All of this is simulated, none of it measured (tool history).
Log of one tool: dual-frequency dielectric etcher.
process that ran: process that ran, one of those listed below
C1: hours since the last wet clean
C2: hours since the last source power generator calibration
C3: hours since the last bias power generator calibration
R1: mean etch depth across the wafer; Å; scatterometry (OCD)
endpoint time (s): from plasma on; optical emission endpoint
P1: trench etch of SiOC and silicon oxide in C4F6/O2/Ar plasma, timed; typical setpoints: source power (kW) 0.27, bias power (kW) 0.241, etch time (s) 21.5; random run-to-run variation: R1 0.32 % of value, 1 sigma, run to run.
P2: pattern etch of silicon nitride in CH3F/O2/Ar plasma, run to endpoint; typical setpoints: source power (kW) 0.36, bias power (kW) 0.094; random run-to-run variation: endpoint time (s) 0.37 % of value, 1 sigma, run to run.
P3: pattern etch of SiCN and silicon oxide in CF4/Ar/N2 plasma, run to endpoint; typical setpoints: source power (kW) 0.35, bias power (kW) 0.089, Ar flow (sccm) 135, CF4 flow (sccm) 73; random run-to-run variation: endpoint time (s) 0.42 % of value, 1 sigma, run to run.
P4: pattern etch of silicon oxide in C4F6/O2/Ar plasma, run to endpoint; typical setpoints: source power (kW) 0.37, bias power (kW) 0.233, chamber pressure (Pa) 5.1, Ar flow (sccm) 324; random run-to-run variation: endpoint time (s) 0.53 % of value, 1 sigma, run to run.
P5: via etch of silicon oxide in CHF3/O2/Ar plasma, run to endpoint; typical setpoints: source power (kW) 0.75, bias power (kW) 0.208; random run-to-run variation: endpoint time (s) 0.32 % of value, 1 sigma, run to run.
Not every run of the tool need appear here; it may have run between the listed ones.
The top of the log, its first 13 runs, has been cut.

{"run": 14, "hour": 95.8, "process that ran": "P3", "source power (kW)": 0.25, "bias power (kW)": 0.089, "Ar flow (sccm)": 135, "CF4 flow (sccm)": 73, "C1": 246.5, "C2": 40.5, "C3": 2897.5, "endpoint time (s)": 17.328}
{"run": 15, "hour": 101.5, "process that ran": "P1", "source power (kW)": 0.27, "bias power (kW)": 0.241, "etch time (s)": 21.5, "C1": 252.2, "C2": 46.2, "C3": 2903.2, "R1": 415.4}
{"run": 16, "hour": 109.0, "process that ran": "P4", "source power (kW)": 0.37, "bias power (kW)": 0.233, "chamber pressure (Pa)": 5.1, "Ar flow (sccm)": 324, "C1": 259.7, "C2": 53.7, "C3": 2910.7, "endpoint time (s)": 13.853}
{"run": 17, "hour": 114.0, "process that ran": "P5", "source power (kW)": 0.75, "bias power (kW)": 0.208, "C1": 264.7, "C2": 58.7, "C3": 2915.7, "endpoint time (s)": 291.76}
{"run": 18, "hour": 119.5, "process that ran": "P3", "source power (kW)": 0.35, "bias power (kW)": 0.089, "Ar flow (sccm)": 135, "CF4 flow (sccm)": 55, "C1": 270.2, "C2": 64.2, "C3": 2921.2, "endpoint time (s)": 13.49}
{"run": 19, "hour": 126.6, "process that ran": "P4", "source power (kW)": 0.37, "bias power (kW)": 0.233, "chamber pressure (Pa)": 5.1, "Ar flow (sccm)": 426, "C1": 277.3, "C2": 71.3, "C3": 2928.3, "endpoint time (s)": 14.296}
{"run": 20, "hour": 131.2, "process that ran": "P5", "source power (kW)": 0.75, "bias power (kW)": 0.127, "C1": 281.9, "C2": 75.9, "C3": 2932.9, "endpoint time (s)": 339.47}
{"run": 21, "hour": 138.0, "process that ran": "P3", "source power (kW)": 0.35, "bias power (kW)": 0.089, "Ar flow (sccm)": 169, "CF4 flow (sccm)": 73, "C1": 288.7, "C2": 82.7, "C3": 2939.7, "endpoint time (s)": 13.415}
{"run": 22, "hour": 145.2, "process that ran": "P2", "source power (kW)": 0.36, "bias power (kW)": 0.094, "C1": 295.9, "C2": 89.9, "C3": 2946.9, "endpoint time (s)": 76.416}
{"run": 23, "hour": 153.6, "process that ran": "P2", "source power (kW)": 0.36, "bias power (kW)": 0.126, "C1": 304.3, "C2": 98.3, "C3": 2955.3, "endpoint time (s)": 68.913}
{"run": 24, "hour": 159.8, "process that ran": "P1", "source power (kW)": 0.37, "bias power (kW)": 0.241, "etch time (s)": 21.5, "C1": 310.5, "C2": 104.5, "C3": 2961.5, "R1": 470.08}
{"run": 25, "hour": 164.5, "process that ran": "P4", "source power (kW)": 0.37, "bias power (kW)": 0.167, "chamber pressure (Pa)": 5.1, "Ar flow (sccm)": 324, "C1": 315.2, "C2": 109.2, "C3": 2966.2, "endpoint time (s)": 15.228}
{"run": 26, "hour": 170.0, "process that ran": "P1", "source power (kW)": 0.27, "bias power (kW)": 0.29, "etch time (s)": 12, "C1": 320.7, "C2": 114.7, "C3": 2971.7, "R1": 246.39}
{"run": 27, "hour": 174.4, "process that ran": "P1", "source power (kW)": 0.27, "bias power (kW)": 0.241, "etch time (s)": 28, "C1": 325.1, "C2": 119.1, "C3": 2976.1, "R1": 539.22}
{"run": 28, "hour": 181.7, "process that ran": "P3", "source power (kW)": 0.35, "bias power (kW)": 0.089, "Ar flow (sccm)": 135, "CF4 flow (sccm)": 73, "C1": 332.4, "C2": 126.4, "C3": 2983.4, "endpoint time (s)": 13.015}
{"run": 29, "hour": 188.7, "process that ran": "P3", "source power (kW)": 0.35, "bias power (kW)": 0.052, "Ar flow (sccm)": 135, "CF4 flow (sccm)": 73, "C1": 339.4, "C2": 133.4, "C3": 2990.4, "endpoint time (s)": 15.593}
{"run": 30, "hour": 197.7, "process that ran": "P1", "source power (kW)": 0.27, "bias power (kW)": 0.241, "etch time (s)": 21.5, "C1": 348.4, "C2": 142.4, "C3": 2999.4, "R1": 415.75}
{"run": 31, "hour": 206.0, "process that ran": "P1", "source power (kW)": 0.27, "bias power (kW)": 0.241, "etch time (s)": 21.5, "C1": 356.7, "C2": 150.7, "C3": 3007.7, "R1": 410.65}
{"run": 32, "hour": 211.5, "process that ran": "P1", "source power (kW)": 0.27, "bias power (kW)": 0.241, "etch time (s)": 21.5, "C1": 362.2, "C2": 156.2, "C3": 3013.2, "R1": 409.68}
{"run": 33, "hour": 219.1, "process that ran": "P1", "source power (kW)": 0.27, "bias power (kW)": 0.241, "etch time (s)": 21.5, "C1": 369.8, "C2": 163.8, "C3": 3020.8, "R1": 410.37}
{"run": 34, "hour": 223.6, "process that ran": "P1", "source power (kW)": 0.27, "bias power (kW)": 0.241, "etch time (s)": 21.5, "C1": 374.3, "C2": 168.3, "C3": 3025.3, "R1": 409.06}
{"run": 35, "hour": 231.0, "process that ran": "P1", "source power (kW)": 0.27, "bias power (kW)": 0.241, "etch time (s)": 21.5, "C1": 381.7, "C2": 175.7, "C3": 3032.7, "R1": 408.01}
{"run": 36, "hour": 239.3, "process that ran": "P1", "source power (kW)": 0.27, "bias power (kW)": 0.241, "etch time (s)": 21.5, "C1": 390, "C2": 184, "C3": 3041, "R1": 409.95}
{"hour": 243.2, "done": "wet clean of the chamber"}
{"run": 37, "hour": 243.8, "process that ran": "P1", "source power (kW)": 0.27, "bias power (kW)": 0.241, "etch time (s)": 21.5, "C1": 0.6, "C2": 188.5, "C3": 3045.5, "R1": 408.9}

For run 38, what comes out?
{"run": 38, "hour": 251.9, "process that ran": "P1", "source power (kW)": 0.27, "bias power (kW)": 0.241, "etch time (s)": 21.5, "C1": 8.7, "C2": 196.6, "C3": 3053.6, "R1": "?"}

R1: 406.38 Å
